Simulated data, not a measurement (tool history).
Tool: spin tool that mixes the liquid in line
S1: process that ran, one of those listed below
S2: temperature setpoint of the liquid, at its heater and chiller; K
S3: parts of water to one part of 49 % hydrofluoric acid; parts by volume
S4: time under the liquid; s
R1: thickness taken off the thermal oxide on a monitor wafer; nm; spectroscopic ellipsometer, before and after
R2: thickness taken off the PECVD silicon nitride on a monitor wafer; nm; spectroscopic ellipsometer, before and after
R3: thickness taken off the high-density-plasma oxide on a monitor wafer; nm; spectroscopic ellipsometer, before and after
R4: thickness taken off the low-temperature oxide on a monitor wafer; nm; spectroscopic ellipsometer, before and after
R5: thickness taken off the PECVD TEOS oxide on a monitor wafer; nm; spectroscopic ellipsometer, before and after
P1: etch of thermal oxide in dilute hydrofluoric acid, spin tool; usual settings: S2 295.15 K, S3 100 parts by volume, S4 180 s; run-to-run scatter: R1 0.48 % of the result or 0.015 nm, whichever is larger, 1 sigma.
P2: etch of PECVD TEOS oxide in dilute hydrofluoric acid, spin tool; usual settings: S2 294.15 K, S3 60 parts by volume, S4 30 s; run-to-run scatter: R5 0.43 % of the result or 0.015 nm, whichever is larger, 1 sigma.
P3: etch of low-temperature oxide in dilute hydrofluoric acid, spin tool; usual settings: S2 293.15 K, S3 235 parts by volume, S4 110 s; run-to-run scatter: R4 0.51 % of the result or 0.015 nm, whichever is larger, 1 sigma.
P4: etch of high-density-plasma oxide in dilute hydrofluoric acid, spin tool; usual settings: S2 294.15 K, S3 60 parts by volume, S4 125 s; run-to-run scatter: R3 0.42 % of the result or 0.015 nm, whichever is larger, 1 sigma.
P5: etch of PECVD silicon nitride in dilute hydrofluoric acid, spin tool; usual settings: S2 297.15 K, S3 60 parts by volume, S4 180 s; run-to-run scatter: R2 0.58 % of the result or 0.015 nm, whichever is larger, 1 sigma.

run 1 hour=15.7 | S1=P1 S2=295.15 S3=100 S4=180 | R1=7.3249
run 2 hour=30.3 | S1=P5 S2=297.15 S3=20 S4=180 | R2=15.314
run 3 hour=45.8 | S1=P4 S2=290.15 S3=60 S4=125 | R3=9.8373
run 4 hour=56.9 | S1=P1 S2=295.15 S3=100 S4=180 | R1=7.3844
run 5 hour=69.5 | S1=P4 S2=294.15 S3=60 S4=50 | R3=4.6506
run 6 hour=84.7 | S1=P3 S2=293.15 S3=235 S4=110 | R4=7.6726
run 7 hour=95.1 | S1=P1 S2=295.15 S3=100 S4=180 | R1=7.3425
run 8 hour=109.8 | S1=P2 S2=294.15 S3=100 S4=30 | R5=7.5615
run 9 hour=119.4 | S1=P2 S2=294.15 S3=60 S4=15 | R5=6.6151
run 10 hour=128.7 | S1=P5 S2=297.15 S3=60 S4=90 | R2=2.6302
run 11 hour=139.9 | S1=P2 S2=290.15 S3=60 S4=30 | R5=11.205
run 12 hour=148.9 | S1=P4 S2=294.15 S3=60 S4=125 | R3=11.71
run 13 hour=156.4 | S1=P1 S2=290.65 S3=100 S4=315 | R1=10.747
run 14 hour=171 | S1=P1 S2=295.15 S3=155 S4=180 | R1=4.4083
run 15 hour=185.1 | S1=P1 S2=295.15 S3=100 S4=45 | R1=1.8228
run 16 hour=198.1 | S1=P5 S2=297.15 S3=60 S4=180 | R2=5.2858
run 17 hour=212.7 | S1=P4 S2=294.15 S3=60 S4=125 | R3=11.62
run 18 hour=223.3 | S1=P1 S2=295.15 S3=100 S4=290 | R1=11.868
run 19 hour=237.3 | S1=P5 S2=303.65 S3=60 S4=180 | R2=8.1488
run 20 hour=248.2 | S1=P3 S2=293.15 S3=235 S4=15 | R4=1.0722
run 21 hour=260.5 | S1=P1 S2=295.15 S3=100 S4=180 | R1=7.3131
run 22 hour=269.3 | S1=P1 S2=295.15 S3=30 S4=180 | R1=26.725
run 23 hour=284.9 | S1=P1 S2=299.65 S3=100 S4=180 | R1=8.7097
run 24 hour=299.7 | S1=P4 S2=294.15 S3=105 S4=125 | R3=6.2972
run 25 hour=308.2 | S1=P3 S2=293.15 S3=235 S4=110 | R4=7.6869
run 26 hour=323.2 | S1=P3 S2=301.15 S3=235 S4=110 | R4=10.411
run 27 hour=333.9 | S1=P2 S2=294.15 S3=60 S4=30 | R5=13.224
run 28 hour=348.5 | S1=P1 S2=290.15 S3=100 S4=180 | R1=5.9318
run 29 hour=362.9 | S1=P3 S2=293.15 S3=70 S4=110 | R4=31.1
run 30 hour=371.6 | S1=P1 S2=295.15 S3=100 S4=180 | R1=7.2924
run 31 hour=387 | S1=P1 S2=295.15 S3=100 S4=180 | R1=7.745
run 32 hour=402.9 | S1=P1 S2=295.15 S3=100 S4=180 | R1=7.9298
run 33 hour=412.8 | S1=P1 S2=295.15 S3=100 S4=180 | R1=8.0442
run 34 hour=426.6 | S1=P1 S2=295.15 S3=100 S4=180 | R1=8.0455
run 35 hour=434.3 | S1=P1 S2=295.15 S3=100 S4=180 | R1=8.0629
run 36 hour=443.7 | S1=P1 S2=295.15 S3=100 S4=180 | R1=8.0805

What P1 gives has crept away from where it was. These 2 causes fit the log equally well, each at the size given:
A: hydrofluoric acid flow above the setpoint (%) = 8.96
B: liquid hotter than its thermometer reads (K) = 2.4
The creep began at about hour 371.6.

4 check runs are offered, one wafer each, their results left as question marks. Which one tells the causes apart?
run check 1 hour=453.1 | S1=P5 S2=303.65 S3=35 S4=180 | R2=?
run check 2 hour=453.1 | S1=P2 S2=294.15 S3=90 S4=15 | R5=?
run check 3 hour=453.1 | S1=P4 S2=290.15 S3=100 S4=125 | R3=?
run check 4 hour=453.1 | S1=P3 S2=293.15 S3=80 S4=15 | R4=?

What each check would give under each cause:
check=check_1 result=R2 if_A=14.972 if_B=16.062
check=check_2 result=R5 if_A=4.6793 if_B=4.6927
check=check_3 result=R3 if_A=6.2278 if_B=6.264
check=check_4 result=R4 if_A=4.0151 if_B=4.0369
How far apart the two closest causes lie, in the result that separates them most: check 1 7.03 %; check 2 0.29 %; check 3 0.58 %; check 4 0.54 %
Only check 1 tells the causes apart: in the others they would give nearly the same result.

Check 1 was then run and gave: R2 16.023 nm. Which cause is it?

It is B: liquid hotter than its thermometer reads (K).

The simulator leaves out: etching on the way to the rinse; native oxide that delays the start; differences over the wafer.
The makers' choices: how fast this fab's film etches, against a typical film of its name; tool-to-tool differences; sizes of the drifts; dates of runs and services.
